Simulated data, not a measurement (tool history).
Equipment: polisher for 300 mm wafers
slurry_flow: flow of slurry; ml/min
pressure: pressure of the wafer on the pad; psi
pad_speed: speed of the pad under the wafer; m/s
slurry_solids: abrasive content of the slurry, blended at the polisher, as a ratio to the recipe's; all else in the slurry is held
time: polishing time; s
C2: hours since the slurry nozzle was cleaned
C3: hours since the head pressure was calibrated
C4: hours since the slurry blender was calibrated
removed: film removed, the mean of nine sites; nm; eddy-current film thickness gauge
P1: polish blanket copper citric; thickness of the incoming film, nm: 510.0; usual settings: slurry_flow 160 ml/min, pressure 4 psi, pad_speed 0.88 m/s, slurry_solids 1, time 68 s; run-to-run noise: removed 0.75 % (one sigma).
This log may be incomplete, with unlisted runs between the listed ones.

Run 1, hour 7.4: slurry_flow 160 ml/min, pressure 4 psi, pad_speed 0.88 m/s, slurry_solids 1, time 68 s; wafers polished on this pad 456; C2 194.1; C3 137.1; C4 98.1. Result: removed 169.13 nm.
Run 2, hour 22.1: slurry_flow 160 ml/min, pressure 4 psi, pad_speed 0.88 m/s, slurry_solids 1, time 68 s; wafers polished on this pad 621; C2 208.8; C3 151.8; C4 112.8. Result: removed 164.95 nm.
Run 3, hour 31.1: slurry_flow 240 ml/min, pressure 4 psi, pad_speed 0.88 m/s, slurry_solids 1, time 68 s; wafers polished on this pad 722; C2 217.8; C3 160.8; C4 121.8. Result: removed 176.64 nm.
Run 4, hour 45: slurry_flow 160 ml/min, pressure 4 psi, pad_speed 0.88 m/s, slurry_solids 1, time 68 s; wafers polished on this pad 878; C2 231.7; C3 174.7; C4 135.7. Result: removed 166.78 nm.
Run 5, hour 51.8: slurry_flow 160 ml/min, pressure 2.1 psi, pad_speed 0.88 m/s, slurry_solids 1, time 68 s; wafers polished on this pad 954; C2 238.5; C3 181.5; C4 142.5. Result: removed 87.884 nm.
Run 6, hour 61: slurry_flow 160 ml/min, pressure 4 psi, pad_speed 0.46 m/s, slurry_solids 1, time 68 s; wafers polished on this pad 1057; C2 247.7; C3 190.7; C4 151.7. Result: removed 88.159 nm.
Run 7, hour 73.3: slurry_flow 160 ml/min, pressure 4 psi, pad_speed 0.88 m/s, slurry_solids 0.55, time 68 s; wafers polished on this pad 1195; C2 260; C3 203; C4 164. Result: removed 144.72 nm.
Run 8, hour 79.9: slurry_flow 160 ml/min, pressure 4 psi, pad_speed 0.88 m/s, slurry_solids 1, time 68 s; wafers polished on this pad 1269; C2 266.6; C3 209.6; C4 170.6. Result: removed 165.36 nm.
Run 9, hour 87.5: slurry_flow 160 ml/min, pressure 5.4 psi, pad_speed 0.88 m/s, slurry_solids 1, time 68 s; wafers polished on this pad 1354; C2 274.2; C3 217.2; C4 178.2. Result: removed 223.4 nm.
Run 10, hour 96.6: slurry_flow 120 ml/min, pressure 5 psi, pad_speed 0.88 m/s, slurry_solids 1, time 68 s; wafers polished on this pad 1456; C2 283.3; C3 226.3; C4 187.3. Result: removed 194.85 nm.
Run 11, hour 108.5: slurry_flow 160 ml/min, pressure 4 psi, pad_speed 0.88 m/s, slurry_solids 1, time 98 s; wafers polished on this pad 1590; C2 295.2; C3 238.2; C4 199.2. Result: removed 238.53 nm.
Run 12, hour 115.1: slurry_flow 95 ml/min, pressure 4 psi, pad_speed 0.88 m/s, slurry_solids 1, time 41 s; wafers polished on this pad 1664; C2 301.8; C3 244.8; C4 205.8. Result: removed 89.48 nm.
Run 13, hour 128.9: slurry_flow 160 ml/min, pressure 4 psi, pad_speed 1.24 m/s, slurry_solids 1, time 68 s; wafers polished on this pad 1819; C2 315.6; C3 258.6; C4 219.6. Result: removed 233.38 nm.

What will run 14 give?
Run 14, hour 136.6: slurry_flow 160 ml/min, pressure 4 psi, pad_speed 0.88 m/s, slurry_solids 1, time 41 s; wafers polished on this pad 1905; C2 323.3; C3 266.3; C4 227.3. Result: removed ?.

{"run 14": {"removed": 98.96}}
